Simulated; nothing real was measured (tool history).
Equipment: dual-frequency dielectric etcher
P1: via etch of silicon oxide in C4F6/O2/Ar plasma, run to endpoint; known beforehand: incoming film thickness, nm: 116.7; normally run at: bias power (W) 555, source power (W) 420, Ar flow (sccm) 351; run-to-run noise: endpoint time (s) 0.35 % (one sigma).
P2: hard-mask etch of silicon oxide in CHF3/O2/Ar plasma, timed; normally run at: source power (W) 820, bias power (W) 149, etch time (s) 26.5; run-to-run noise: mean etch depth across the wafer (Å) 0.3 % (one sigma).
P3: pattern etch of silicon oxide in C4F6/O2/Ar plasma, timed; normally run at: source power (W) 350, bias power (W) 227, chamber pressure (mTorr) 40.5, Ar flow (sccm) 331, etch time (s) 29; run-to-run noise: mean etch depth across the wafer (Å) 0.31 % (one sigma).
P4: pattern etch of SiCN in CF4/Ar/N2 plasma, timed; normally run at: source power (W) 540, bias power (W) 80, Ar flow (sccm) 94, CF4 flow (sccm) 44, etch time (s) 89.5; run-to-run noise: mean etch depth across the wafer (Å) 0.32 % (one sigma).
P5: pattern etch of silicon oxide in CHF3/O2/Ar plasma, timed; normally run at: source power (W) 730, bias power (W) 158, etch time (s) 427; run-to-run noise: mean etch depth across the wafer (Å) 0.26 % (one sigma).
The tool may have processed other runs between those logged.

run   hour  process that ran  bias power (W)  source power (W)  Ar flow (sccm)  etch time (s)  chamber pressure (mTorr)  CF4 flow (sccm)  hours since the last wet clean  hours since the last bias power generator calibration  hours since the last source power generator calibration  hours since the last Ar flow controller change  endpoint time (s)  mean etch depth across the wafer (Å)
  1    8.6                P1             555               420             351                                                                                     208.8                                                 1357.8                                                     1577                                           885.8             24.271
  2   17.8                P5             115               730                            427                                                                        218                                                   1367                                                   1586.2                                             895                                                   7944.2
  3     23                P3             227               350             331             29                      40.5                                            223.2                                                 1372.2                                                   1591.4                                           900.2                                                   875.46
  4   33.3                P1             555               420             351                                                                                     233.5                                                 1382.5                                                   1601.7                                           910.5             24.554
  5   43.5                P4              80               540              73           89.5                                         44                           243.7                                                 1392.7                                                   1611.9                                           920.7                                                   925.61
  6   49.2                P4              80               540              94             58                                         44                           249.4                                                 1398.4                                                   1617.6                                           926.4                                                   583.34
  7   56.3                P1             555               420             351                                                                                     256.5                                                 1405.5                                                   1624.7                                           933.5             24.364
  8   63.1                P5             158               590                            427                                                                      263.3                                                 1412.3                                                   1631.5                                           940.3                                                   8132.3
  9     74                P1             555               340             351                                                                                     274.2                                                 1423.2                                                   1642.4                                           951.2             26.519
 10   85.2                P1             555               420             468                                                                                     285.4                                                 1434.4                                                   1653.6                                           962.4             25.343
 11   94.4                P3             227               460             331             29                      40.5                                            294.6                                                 1443.6                                                   1662.8                                           971.6                                                   981.34
 12  100.4                P5             158               730                            427                                                                      300.6                                                 1449.6                                                   1668.8                                           977.6                                                   8785.4
 13  112.1                P4              80               540              94           89.5                                         44                           312.3                                                 1461.3                                                   1680.5                                           989.3                                                   891.81
 14  123.9                P2             149               820                           38.5                                                                      324.1                                                 1473.1                                                   1692.3                                          1001.1                                                   796.28
 15  135.1                P3             227               350             331             29                      40.5                                            335.3                                                 1484.3                                                   1703.5                                          1012.3                                                   880.95
 16  146.3                P1             674               420             351                                                                                     346.5                                                 1495.5                                                   1714.7                                          1023.5             22.693
 17  154.2                P1             708               290             351                                                                                     354.4                                                 1503.4                                                   1722.6                                          1031.4             25.483
 18  163.7                P1             555               420             258                                                                                     363.9                                                 1512.9                                                   1732.1                                          1040.9             23.623
 19  175.1                P3             131               350             331             29                      40.5                                            375.3                                                 1524.3                                                   1743.5                                          1052.3                                                   744.87
 20  184.7                P1             343               290             351                                                                                     384.9                                                 1533.9                                                   1753.1                                          1061.9             33.599
 21    192                P5             158               730                            427                                                                      392.2                                                 1541.2                                                   1760.4                                          1069.2                                                     8783
 22  199.4                P2             183               820                           26.5                                                                      399.6                                                 1548.6                                                   1767.8                                          1076.6                                                   586.61
 23  205.7                P4              80               320              94           89.5                                         44                           405.9                                                 1554.9                                                   1774.1                                          1082.9                                                   565.97
 24  217.6                P1             555               420             351                                                                                     417.8                                                 1566.8                                                     1786                                          1094.8             24.497
 25  228.8                P5             158               730                            633                                                                        429                                                   1578                                                   1797.2                                            1106                                                    13068

Estimate the outcome of run 26 from the log above:
 26  234.9                P2             149               620                           26.5                                                                      435.1                                                 1584.1                                                   1803.3                                          1112.1                                                        ?

mean etch depth across the wafer (Å): 493.64

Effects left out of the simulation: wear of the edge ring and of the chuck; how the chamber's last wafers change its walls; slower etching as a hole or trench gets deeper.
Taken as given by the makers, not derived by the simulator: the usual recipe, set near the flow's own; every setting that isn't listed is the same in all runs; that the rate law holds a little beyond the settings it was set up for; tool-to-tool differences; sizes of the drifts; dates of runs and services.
